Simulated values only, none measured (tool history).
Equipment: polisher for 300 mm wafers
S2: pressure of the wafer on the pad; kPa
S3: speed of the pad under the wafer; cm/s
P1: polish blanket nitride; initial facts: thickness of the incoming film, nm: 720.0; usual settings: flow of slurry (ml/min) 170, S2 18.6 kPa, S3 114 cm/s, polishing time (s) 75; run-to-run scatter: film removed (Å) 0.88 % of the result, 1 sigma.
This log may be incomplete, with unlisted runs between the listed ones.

{"run": 1, "hour": 7.3, "flow of slurry (ml/min)": 170, "S2": 18.6, "S3": 114, "polishing time (s)": 75, "film removed (Å)": 903.58}
{"run": 2, "hour": 14.0, "flow of slurry (ml/min)": 170, "S2": 18.6, "S3": 74, "polishing time (s)": 43, "film removed (Å)": 366.81}
{"run": 3, "hour": 19.2, "flow of slurry (ml/min)": 170, "S2": 8.3, "S3": 114, "polishing time (s)": 75, "film removed (Å)": 396.23}
{"hour": 26.5, "done": "head pressure recalibrated"}
{"run": 4, "hour": 28.1, "flow of slurry (ml/min)": 170, "S2": 18.6, "S3": 114, "polishing time (s)": 75, "film removed (Å)": 884.34}
{"run": 5, "hour": 34.5, "flow of slurry (ml/min)": 170, "S2": 18.6, "S3": 114, "polishing time (s)": 36, "film removed (Å)": 428.65}
{"run": 6, "hour": 39.3, "flow of slurry (ml/min)": 170, "S2": 18.6, "S3": 52, "polishing time (s)": 75, "film removed (Å)": 472.85}
{"run": 7, "hour": 48.4, "flow of slurry (ml/min)": 170, "S2": 18.6, "S3": 114, "polishing time (s)": 75, "film removed (Å)": 901.13}
{"run": 8, "hour": 57.9, "flow of slurry (ml/min)": 170, "S2": 26.9, "S3": 114, "polishing time (s)": 75, "film removed (Å)": 1307.1}
{"run": 9, "hour": 65.0, "flow of slurry (ml/min)": 170, "S2": 18.6, "S3": 114, "polishing time (s)": 116, "film removed (Å)": 1384.2}
{"run": 10, "hour": 69.6, "flow of slurry (ml/min)": 100, "S2": 18.6, "S3": 114, "polishing time (s)": 75, "film removed (Å)": 798.31}
{"run": 11, "hour": 78.5, "flow of slurry (ml/min)": 170, "S2": 18.6, "S3": 114, "polishing time (s)": 75, "film removed (Å)": 895.0}
{"run": 12, "hour": 88.0, "flow of slurry (ml/min)": 250, "S2": 18.6, "S3": 114, "polishing time (s)": 75, "film removed (Å)": 951.32}
{"run": 13, "hour": 94.5, "flow of slurry (ml/min)": 170, "S2": 18.6, "S3": 180, "polishing time (s)": 75, "film removed (Å)": 1303.9}
{"run": 14, "hour": 99.5, "flow of slurry (ml/min)": 170, "S2": 18.6, "S3": 114, "polishing time (s)": 75, "film removed (Å)": 902.22}
{"run": 15, "hour": 105.0, "flow of slurry (ml/min)": 170, "S2": 18.6, "S3": 114, "polishing time (s)": 75, "film removed (Å)": 896.3}
{"run": 16, "hour": 113.9, "flow of slurry (ml/min)": 170, "S2": 18.6, "S3": 114, "polishing time (s)": 75, "film removed (Å)": 880.59}
{"run": 17, "hour": 119.5, "flow of slurry (ml/min)": 170, "S2": 18.6, "S3": 114, "polishing time (s)": 75, "film removed (Å)": 864.41}
{"run": 18, "hour": 124.3, "flow of slurry (ml/min)": 170, "S2": 18.6, "S3": 114, "polishing time (s)": 75, "film removed (Å)": 859.61}
{"hour": 131.0, "done": "worn pad replaced by a new one"}
{"run": 19, "hour": 133.5, "flow of slurry (ml/min)": 170, "S2": 18.6, "S3": 114, "polishing time (s)": 75, "film removed (Å)": 847.96}
{"run": 20, "hour": 140.8, "flow of slurry (ml/min)": 170, "S2": 18.6, "S3": 114, "polishing time (s)": 75, "film removed (Å)": 847.57}

Run 21 is up next; what results do you expect?
{"run": 21, "hour": 149.0, "flow of slurry (ml/min)": 170, "S2": 18.6, "S3": 114, "polishing time (s)": 75, "film removed (Å)": "?"}

{"run 21": {"film removed (Å)": 842.89}}

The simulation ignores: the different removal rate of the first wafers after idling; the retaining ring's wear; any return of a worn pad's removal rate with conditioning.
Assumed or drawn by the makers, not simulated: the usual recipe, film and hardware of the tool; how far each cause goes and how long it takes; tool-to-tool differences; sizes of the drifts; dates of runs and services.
